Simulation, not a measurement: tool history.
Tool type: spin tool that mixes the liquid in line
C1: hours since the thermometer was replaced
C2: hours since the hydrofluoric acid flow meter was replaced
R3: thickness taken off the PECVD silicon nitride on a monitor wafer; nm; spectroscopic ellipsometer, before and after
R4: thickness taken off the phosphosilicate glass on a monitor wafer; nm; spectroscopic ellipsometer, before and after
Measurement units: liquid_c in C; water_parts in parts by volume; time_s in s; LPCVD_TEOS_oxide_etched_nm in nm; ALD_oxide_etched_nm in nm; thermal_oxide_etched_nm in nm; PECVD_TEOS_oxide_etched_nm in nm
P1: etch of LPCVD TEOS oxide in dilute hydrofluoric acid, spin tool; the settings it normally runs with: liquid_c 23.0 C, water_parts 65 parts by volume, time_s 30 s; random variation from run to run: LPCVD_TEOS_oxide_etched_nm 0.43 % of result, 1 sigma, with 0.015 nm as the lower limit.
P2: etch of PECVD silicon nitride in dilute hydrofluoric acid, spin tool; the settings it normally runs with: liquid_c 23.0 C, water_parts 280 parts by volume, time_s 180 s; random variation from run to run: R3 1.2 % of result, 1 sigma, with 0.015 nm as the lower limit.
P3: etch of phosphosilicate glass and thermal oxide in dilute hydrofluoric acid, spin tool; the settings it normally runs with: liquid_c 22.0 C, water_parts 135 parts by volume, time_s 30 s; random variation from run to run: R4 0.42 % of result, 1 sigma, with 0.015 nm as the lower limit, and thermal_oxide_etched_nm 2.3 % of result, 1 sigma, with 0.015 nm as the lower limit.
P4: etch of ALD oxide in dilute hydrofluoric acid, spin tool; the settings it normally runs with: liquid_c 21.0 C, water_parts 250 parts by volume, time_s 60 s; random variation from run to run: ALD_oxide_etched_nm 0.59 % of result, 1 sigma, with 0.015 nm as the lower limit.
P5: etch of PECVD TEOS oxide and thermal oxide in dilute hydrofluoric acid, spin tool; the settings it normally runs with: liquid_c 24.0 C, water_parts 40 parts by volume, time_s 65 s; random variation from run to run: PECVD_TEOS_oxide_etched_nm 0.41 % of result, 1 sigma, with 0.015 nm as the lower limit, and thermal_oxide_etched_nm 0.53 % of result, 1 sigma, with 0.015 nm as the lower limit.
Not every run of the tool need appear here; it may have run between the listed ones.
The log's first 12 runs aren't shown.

run 13 day=5.212 | process=P3 liquid_c=18.0 water_parts=135 time_s=30 | C1=435.5 C2=1600.7 | R4=14.3270 thermal_oxide_etched_nm=0.81310
run 14 day=5.650 | process=P5 liquid_c=24.0 water_parts=40 time_s=65 | C1=446.0 C2=1611.2 | thermal_oxide_etched_nm=8.38420 PECVD_TEOS_oxide_etched_nm=20.622
run 15 day=6.146 | process=P2 liquid_c=23.0 water_parts=105 time_s=180 | C1=457.9 C2=1623.1 | R3=5.5005
run 16 day=6.592 | process=P3 liquid_c=22.0 water_parts=135 time_s=15 | C1=468.6 C2=1633.8 | R4=8.4336 thermal_oxide_etched_nm=0.47422
run 17 day=6.871 | process=P5 liquid_c=29.0 water_parts=40 time_s=65 | C1=475.3 C2=1640.5 | thermal_oxide_etched_nm=10.36900 PECVD_TEOS_oxide_etched_nm=25.137
run 18 day=7.162 | process=P1 liquid_c=23.0 water_parts=110 time_s=15 | C1=482.3 C2=1647.5 | LPCVD_TEOS_oxide_etched_nm=4.3651
run 19 day=7.458 | process=P5 liquid_c=24.0 water_parts=40 time_s=95 | C1=489.4 C2=1654.6 | thermal_oxide_etched_nm=12.23300 PECVD_TEOS_oxide_etched_nm=29.942
run 20 day=7.775 | process=P5 liquid_c=24.0 water_parts=25 time_s=65 | C1=497.0 C2=1662.2 | thermal_oxide_etched_nm=13.68200 PECVD_TEOS_oxide_etched_nm=33.908
run 21 day=8.271 | process=P3 liquid_c=22.0 water_parts=45 time_s=30 | C1=508.9 C2=1674.1 | R4=55.8470 thermal_oxide_etched_nm=2.98710
run 22 day=8.821 | process=P3 liquid_c=22.0 water_parts=135 time_s=30 | C1=522.1 C2=1687.3 | R4=17.0520 thermal_oxide_etched_nm=0.90049
run 23 day=9.279 | process=P1 liquid_c=23.0 water_parts=20 time_s=45 | C1=533.1 C2=1698.3 | LPCVD_TEOS_oxide_etched_nm=80.0840
run 24 day=9.608 | process=P1 liquid_c=23.0 water_parts=65 time_s=15 | C1=541.0 C2=1706.2 | LPCVD_TEOS_oxide_etched_nm=7.8106
run 25 day=9.946 | process=P1 liquid_c=18.0 water_parts=65 time_s=15 | C1=549.1 C2=1714.3 | LPCVD_TEOS_oxide_etched_nm=6.3218
run 26 day=10.488 | process=P5 liquid_c=24.0 water_parts=40 time_s=65 | C1=562.1 C2=1727.3 | thermal_oxide_etched_nm=8.38210 PECVD_TEOS_oxide_etched_nm=20.550
run 27 day=10.988 | process=P1 liquid_c=23.0 water_parts=65 time_s=30 | C1=574.1 C2=1739.3 | LPCVD_TEOS_oxide_etched_nm=15.6490
run 28 day=11.408 | process=P1 liquid_c=23.0 water_parts=65 time_s=60 | C1=584.2 C2=1749.4 | LPCVD_TEOS_oxide_etched_nm=31.0970
run 29 day=11.683 | process=P4 liquid_c=21.0 water_parts=250 time_s=15 | C1=590.8 C2=1756.0 | ALD_oxide_etched_nm=1.3923
run 30 day=12.108 | process=P1 liquid_c=23.0 water_parts=110 time_s=30 | C1=601.0 C2=1766.2 | LPCVD_TEOS_oxide_etched_nm=8.7281
run 31 day=12.596 | process=P2 liquid_c=23.0 water_parts=280 time_s=180 | C1=612.7 C2=1777.9 | R3=2.0889

Estimate the outcome of run 32 from the log above:
run 32 day=12.942 | process=P1 liquid_c=19.5 water_parts=65 time_s=30 | C1=621.0 C2=1786.2 | LPCVD_TEOS_oxide_etched_nm=?

{"run 32": {"LPCVD_TEOS_oxide_etched_nm": 13.459}}
